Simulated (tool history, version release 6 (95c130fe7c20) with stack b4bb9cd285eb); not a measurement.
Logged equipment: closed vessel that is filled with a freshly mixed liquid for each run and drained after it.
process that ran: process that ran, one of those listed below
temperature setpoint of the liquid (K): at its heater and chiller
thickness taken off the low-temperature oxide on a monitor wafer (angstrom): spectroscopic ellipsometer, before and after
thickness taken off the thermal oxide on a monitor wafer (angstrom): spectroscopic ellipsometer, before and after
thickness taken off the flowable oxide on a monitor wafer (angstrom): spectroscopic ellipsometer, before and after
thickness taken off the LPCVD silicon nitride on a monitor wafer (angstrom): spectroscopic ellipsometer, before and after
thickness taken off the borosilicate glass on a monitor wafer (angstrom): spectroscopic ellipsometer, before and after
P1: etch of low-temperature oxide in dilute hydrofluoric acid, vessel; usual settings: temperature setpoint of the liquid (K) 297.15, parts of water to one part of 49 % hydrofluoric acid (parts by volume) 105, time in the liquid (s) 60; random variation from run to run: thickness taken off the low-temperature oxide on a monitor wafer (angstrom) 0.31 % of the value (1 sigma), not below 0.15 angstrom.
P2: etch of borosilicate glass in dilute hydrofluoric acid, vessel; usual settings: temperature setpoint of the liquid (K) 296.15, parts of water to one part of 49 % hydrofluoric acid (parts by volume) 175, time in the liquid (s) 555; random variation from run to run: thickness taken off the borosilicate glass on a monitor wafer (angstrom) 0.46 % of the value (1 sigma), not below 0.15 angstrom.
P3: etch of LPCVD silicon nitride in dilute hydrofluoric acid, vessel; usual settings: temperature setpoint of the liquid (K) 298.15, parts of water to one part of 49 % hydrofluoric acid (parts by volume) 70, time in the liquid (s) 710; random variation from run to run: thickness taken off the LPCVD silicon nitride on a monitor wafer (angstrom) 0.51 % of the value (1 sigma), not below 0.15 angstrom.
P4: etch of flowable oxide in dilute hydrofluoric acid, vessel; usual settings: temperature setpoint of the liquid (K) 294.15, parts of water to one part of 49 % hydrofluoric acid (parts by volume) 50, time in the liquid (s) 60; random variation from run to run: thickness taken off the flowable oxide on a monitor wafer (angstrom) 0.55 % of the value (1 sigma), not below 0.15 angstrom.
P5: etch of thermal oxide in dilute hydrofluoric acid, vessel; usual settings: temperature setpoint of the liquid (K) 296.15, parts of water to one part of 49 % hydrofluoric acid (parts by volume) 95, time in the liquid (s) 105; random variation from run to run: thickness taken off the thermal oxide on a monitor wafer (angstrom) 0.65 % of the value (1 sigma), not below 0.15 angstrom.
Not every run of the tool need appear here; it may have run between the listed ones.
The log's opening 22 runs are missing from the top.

run	hour	process that ran	temperature setpoint of the liquid (K)	parts of water to one part of 49 % hydrofluoric acid (parts by volume)	time in the liquid (s)	thickness taken off the low-temperature oxide on a monitor wafer (angstrom)	thickness taken off the thermal oxide on a monitor wafer (angstrom)	thickness taken off the flowable oxide on a monitor wafer (angstrom)	thickness taken off the LPCVD silicon nitride on a monitor wafer (angstrom)	thickness taken off the borosilicate glass on a monitor wafer (angstrom)
23	316.1	P5	296.15	95	105		47.381			
24	333.2	P3	294.15	70	710				40.809	
25	350.8	P3	298.15	70	710				53.34	
26	365.7	P1	297.15	105	60	133.03				
27	383	P1	297.15	105	30	66.359				
28	396.1	P1	303.15	105	60	167.07				
29	409.4	P2	290.15	175	555					379.54
30	423.5	P1	292.65	105	60	110.79				
31	435.2	P1	297.15	60	60	247.47				
32	445.9	P2	296.15	175	90					77.903
33	454.4	P1	297.15	105	60	132.9				
34	463.4	P1	297.15	105	60	130.93				
35	477.2	P1	297.15	105	60	129.33				
36	495	P1	297.15	105	60	127.82				
37	510	P1	297.15	105	60	127.78				
38	525.2	P1	297.15	105	60	126.09				
39	538.7	P1	297.15	105	60	126.2				
40	555.9	P1	297.15	105	60	125.5				
41	574.3	P1	297.15	105	60	126.31				

What will run 42 give?
42	584.3	P1	297.15	105	60	?				

thickness taken off the low-temperature oxide on a monitor wafer (angstrom): 124.97

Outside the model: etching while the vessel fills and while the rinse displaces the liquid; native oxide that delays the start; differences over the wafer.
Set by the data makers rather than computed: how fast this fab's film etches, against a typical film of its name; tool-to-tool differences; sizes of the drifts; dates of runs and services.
